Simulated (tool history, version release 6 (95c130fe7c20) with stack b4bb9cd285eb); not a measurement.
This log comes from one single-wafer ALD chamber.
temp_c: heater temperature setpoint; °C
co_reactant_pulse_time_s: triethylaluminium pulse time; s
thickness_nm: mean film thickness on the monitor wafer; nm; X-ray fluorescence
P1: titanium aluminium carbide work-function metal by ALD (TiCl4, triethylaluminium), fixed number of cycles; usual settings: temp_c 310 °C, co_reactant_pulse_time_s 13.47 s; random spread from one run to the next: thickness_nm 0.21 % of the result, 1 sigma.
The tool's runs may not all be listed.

run 1 hour=4.5 | temp_c=310 co_reactant_pulse_time_s=13.47 | thickness_nm=2.2161
run 2 hour=9.7 | temp_c=310 co_reactant_pulse_time_s=13.47 | thickness_nm=2.2299
run 3 hour=13.7 | temp_c=293 co_reactant_pulse_time_s=13.47 | thickness_nm=2.0554
-- hour=17.4 triethylaluminium bottle replaced
run 4 hour=17.9 | temp_c=334 co_reactant_pulse_time_s=13.47 | thickness_nm=2.4447
run 5 hour=21.1 | temp_c=310 co_reactant_pulse_time_s=13.47 | thickness_nm=2.2206
run 6 hour=24.8 | temp_c=310 co_reactant_pulse_time_s=17.47 | thickness_nm=2.2337
run 7 hour=27.2 | temp_c=310 co_reactant_pulse_time_s=8.16 | thickness_nm=2.1088
run 8 hour=32.2 | temp_c=310 co_reactant_pulse_time_s=13.47 | thickness_nm=2.2219
run 9 hour=37.5 | temp_c=310 co_reactant_pulse_time_s=13.47 | thickness_nm=2.2181
run 10 hour=40.7 | temp_c=291 co_reactant_pulse_time_s=8.42 | thickness_nm=1.9515
run 11 hour=44.5 | temp_c=297 co_reactant_pulse_time_s=20.52 | thickness_nm=2.1308
run 12 hour=49.4 | temp_c=310 co_reactant_pulse_time_s=13.47 | thickness_nm=2.219
run 13 hour=53 | temp_c=310 co_reactant_pulse_time_s=13.47 | thickness_nm=2.2206
run 14 hour=58.2 | temp_c=310 co_reactant_pulse_time_s=13.47 | thickness_nm=2.1979
run 15 hour=60.9 | temp_c=310 co_reactant_pulse_time_s=13.47 | thickness_nm=2.193
run 16 hour=64.5 | temp_c=310 co_reactant_pulse_time_s=13.47 | thickness_nm=2.1856
run 17 hour=68.1 | temp_c=310 co_reactant_pulse_time_s=13.47 | thickness_nm=2.1871
run 18 hour=71.8 | temp_c=310 co_reactant_pulse_time_s=13.47 | thickness_nm=2.1813
run 19 hour=75 | temp_c=310 co_reactant_pulse_time_s=13.47 | thickness_nm=2.1868
run 20 hour=80.3 | temp_c=310 co_reactant_pulse_time_s=13.47 | thickness_nm=2.1877

Compared with where it was, what P1 gives has crept away. Each cause listed below fits the log as well as the rest, at the size given for it:
A: wafer temperature below the value expected at the setpoint (K) = 3.97
B: triethylaluminium dose below that of a fresh bottle (%) = 21.5
Onset of the creep was near hour 53.

Of the 4 check runs listed below, each run on one wafer and each result written as a question mark, which would let you distinguish the listed causes because they would give clearly different results?
run check 1 hour=85.6 | temp_c=301 co_reactant_pulse_time_s=8.72 | thickness_nm=?
run check 2 hour=85.6 | temp_c=333 co_reactant_pulse_time_s=13.47 | thickness_nm=?
run check 3 hour=85.6 | temp_c=324 co_reactant_pulse_time_s=13.47 | thickness_nm=?
run check 4 hour=85.6 | temp_c=325 co_reactant_pulse_time_s=13.47 | thickness_nm=?

What each check would give under each cause:
check=check_1 result=thickness_nm if_A=2.0167 if_B=1.9549
check=check_2 result=thickness_nm if_A=2.4001 if_B=2.3971
check=check_3 result=thickness_nm if_A=2.3153 if_B=2.3135
check=check_4 result=thickness_nm if_A=2.3247 if_B=2.3228
Smallest distance between any two causes, each pair judged by its most separating result, in per cent: check 1 3.11 %; check 2 0.13 %; check 3 0.08 %; check 4 0.08 %
Check 1 tells the causes apart: in the others they would give nearly the same result.

Here is what check 1 returned: thickness_nm 2.0178 nm. Which cause is it?

A is the cause: wafer temperature below the value expected at the setpoint (K).
